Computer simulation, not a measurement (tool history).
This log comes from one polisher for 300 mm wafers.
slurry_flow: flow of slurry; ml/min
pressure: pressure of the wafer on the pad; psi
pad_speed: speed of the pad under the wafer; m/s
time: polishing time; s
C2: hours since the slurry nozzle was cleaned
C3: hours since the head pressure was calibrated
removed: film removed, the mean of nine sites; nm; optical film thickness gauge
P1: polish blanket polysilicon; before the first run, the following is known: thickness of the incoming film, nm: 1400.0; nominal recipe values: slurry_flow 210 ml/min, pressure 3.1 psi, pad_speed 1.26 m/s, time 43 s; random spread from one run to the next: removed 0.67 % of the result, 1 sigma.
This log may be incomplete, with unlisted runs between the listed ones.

Run 1, day 0.379: slurry_flow 210 ml/min, pressure 3.1 psi, pad_speed 1.26 m/s, time 43 s; wafers polished on this pad 169; C2 160.5; C3 863.4. Result: removed 527.87 nm.
Run 2, day 0.85: slurry_flow 210 ml/min, pressure 3.1 psi, pad_speed 0.56 m/s, time 43 s; wafers polished on this pad 289; C2 171.8; C3 874.7. Result: removed 236.18 nm.
Run 3, day 1.262: slurry_flow 210 ml/min, pressure 4.8 psi, pad_speed 1.26 m/s, time 43 s; wafers polished on this pad 394; C2 181.7; C3 884.6. Result: removed 814.32 nm.
Run 4, day 1.742: slurry_flow 210 ml/min, pressure 3.1 psi, pad_speed 1.26 m/s, time 24 s; wafers polished on this pad 517; C2 193.2; C3 896.1. Result: removed 292.46 nm.
Run 5, day 2.067: slurry_flow 210 ml/min, pressure 3.1 psi, pad_speed 1.26 m/s, time 66 s; wafers polished on this pad 600; C2 201; C3 903.9. Result: removed 800.98 nm.
Run 6, day 2.517: slurry_flow 210 ml/min, pressure 3.1 psi, pad_speed 1.96 m/s, time 43 s; wafers polished on this pad 715; C2 211.8; C3 914.7. Result: removed 824.62 nm.
Run 7, day 3.012: slurry_flow 210 ml/min, pressure 3.1 psi, pad_speed 1.26 m/s, time 43 s; wafers polished on this pad 842; C2 223.7; C3 926.6. Result: removed 529.46 nm.
Run 8, day 3.383: slurry_flow 210 ml/min, pressure 3.1 psi, pad_speed 1.26 m/s, time 43 s; wafers polished on this pad 937; C2 232.6; C3 935.5. Result: removed 534.04 nm.
Run 9, day 3.808: slurry_flow 210 ml/min, pressure 2.2 psi, pad_speed 1.26 m/s, time 43 s; wafers polished on this pad 1045; C2 242.8; C3 945.7. Result: removed 377.71 nm.
Run 10, day 4.217: slurry_flow 210 ml/min, pressure 3.1 psi, pad_speed 1.26 m/s, time 43 s; wafers polished on this pad 1150; C2 252.6; C3 955.5. Result: removed 532.59 nm.
Run 11, day 4.488: slurry_flow 285 ml/min, pressure 4.1 psi, pad_speed 1.26 m/s, time 43 s; wafers polished on this pad 1219; C2 259.1; C3 962. Result: removed 726.37 nm.
Run 12, day 4.825: slurry_flow 210 ml/min, pressure 3.1 psi, pad_speed 1.26 m/s, time 43 s; wafers polished on this pad 1305; C2 267.2; C3 970.1. Result: removed 530.58 nm.
Run 13, day 5.1: slurry_flow 210 ml/min, pressure 3.1 psi, pad_speed 1.26 m/s, time 43 s; wafers polished on this pad 1375; C2 273.8; C3 976.7. Result: removed 530.07 nm.
Run 14, day 5.525: slurry_flow 125 ml/min, pressure 3.1 psi, pad_speed 1.26 m/s, time 43 s; wafers polished on this pad 1484; C2 284; C3 986.9. Result: removed 490.11 nm.
Run 15, day 5.896: slurry_flow 210 ml/min, pressure 3.1 psi, pad_speed 1.26 m/s, time 43 s; wafers polished on this pad 1579; C2 292.9; C3 995.8. Result: removed 525.62 nm.
Run 16, day 6.338: slurry_flow 315 ml/min, pressure 3.1 psi, pad_speed 1.26 m/s, time 43 s; wafers polished on this pad 1692; C2 303.5; C3 1006.4. Result: removed 544.43 nm.
Run 17, day 6.804: slurry_flow 210 ml/min, pressure 3.1 psi, pad_speed 1.26 m/s, time 43 s; wafers polished on this pad 1811; C2 314.7; C3 1017.6. Result: removed 531.69 nm.
Run 18, day 7.167: slurry_flow 210 ml/min, pressure 3.1 psi, pad_speed 1.26 m/s, time 43 s; wafers polished on this pad 1904; C2 323.4; C3 1026.3. Result: removed 519.56 nm.
Run 19, day 7.633: slurry_flow 210 ml/min, pressure 3.1 psi, pad_speed 1.26 m/s, time 43 s; wafers polished on this pad 2023; C2 334.6; C3 1037.5. Result: removed 509.11 nm.
Run 20, day 8.092: slurry_flow 210 ml/min, pressure 3.1 psi, pad_speed 1.26 m/s, time 43 s; wafers polished on this pad 2140; C2 345.6; C3 1048.5. Result: removed 503.14 nm.
At day 8.212: head pressure recalibrated.
Run 21, day 8.404: slurry_flow 210 ml/min, pressure 3.1 psi, pad_speed 1.26 m/s, time 43 s; wafers polished on this pad 2220; C2 353.1; C3 4.7. Result: removed 505.89 nm.
Run 22, day 8.721: slurry_flow 210 ml/min, pressure 3.1 psi, pad_speed 1.26 m/s, time 43 s; wafers polished on this pad 2301; C2 360.7; C3 12.3. Result: removed 499.05 nm.
Run 23, day 9.029: slurry_flow 210 ml/min, pressure 3.1 psi, pad_speed 1.26 m/s, time 43 s; wafers polished on this pad 2380; C2 368.1; C3 19.7. Result: removed 505.88 nm.
Run 24, day 9.429: slurry_flow 210 ml/min, pressure 3.1 psi, pad_speed 1.26 m/s, time 43 s; wafers polished on this pad 2482; C2 377.7; C3 29.3. Result: removed 500.23 nm.
Run 25, day 9.875: slurry_flow 210 ml/min, pressure 3.1 psi, pad_speed 1.26 m/s, time 43 s; wafers polished on this pad 2596; C2 388.4; C3 40. Result: removed 506.64 nm.
Run 26, day 10.146: slurry_flow 210 ml/min, pressure 3.1 psi, pad_speed 1.26 m/s, time 43 s; wafers polished on this pad 2665; C2 394.9; C3 46.5. Result: removed 502.43 nm.
Run 27, day 10.612: slurry_flow 210 ml/min, pressure 3.1 psi, pad_speed 1.26 m/s, time 43 s; wafers polished on this pad 2784; C2 406.1; C3 57.7. Result: removed 500.33 nm.

P1 no longer gives what it gave before; its output has crept away from where it was. The following 2 causes, each at its listed size, fit the log equally well:
A: slurry flow missing at the pad, % = 31.5
B: removal rate lost through wear of the pad, % = 5.56
Onset of the creep was near day 6.804.
The rest of the possible causes, and what rules out each one:
head's pressure below its setpoint, %: its service at day 8.212 followed the start of the drift and did not put the process back to its old value

Which of the 4 check runs listed below, each an average over 5 wafers with its results shown as question marks, gives clearly different results under the different listed causes?
Run check 1, day 11.079: slurry_flow 210 ml/min, pressure 4.8 psi, pad_speed 1.9 m/s, time 43 s. Result: removed ?.
Run check 2, day 11.079: slurry_flow 210 ml/min, pressure 4.8 psi, pad_speed 1.26 m/s, time 43 s. Result: removed ?.
Run check 3, day 11.079: slurry_flow 210 ml/min, pressure 4.1 psi, pad_speed 1.26 m/s, time 65 s. Result: removed ?.
Run check 4, day 11.079: slurry_flow 140 ml/min, pressure 3.1 psi, pad_speed 1.26 m/s, time 59 s. Result: removed ?.

What every check run would give for each of its results, assuming each possible cause in turn:
  check   result    if A    if B
check 1  removed  1167.5  1167.6
check 2  removed  774.21  774.29
check 3  removed  999.64  999.75
check 4  removed  628.29  644.73
Separation of the two closest causes in each check, using whichever result separates them best: check 1 0.01 %; check 2 0.01 %; check 3 0.01 %; check 4 2.58 %
Check 4 distinguishes between the causes, while the remaining checks would return nearly the same result for all of them.

The results of check 4 are: removed 643.73 nm. Based on these, which of the listed causes is it?

B is the cause: removal rate lost through wear of the pad, %.

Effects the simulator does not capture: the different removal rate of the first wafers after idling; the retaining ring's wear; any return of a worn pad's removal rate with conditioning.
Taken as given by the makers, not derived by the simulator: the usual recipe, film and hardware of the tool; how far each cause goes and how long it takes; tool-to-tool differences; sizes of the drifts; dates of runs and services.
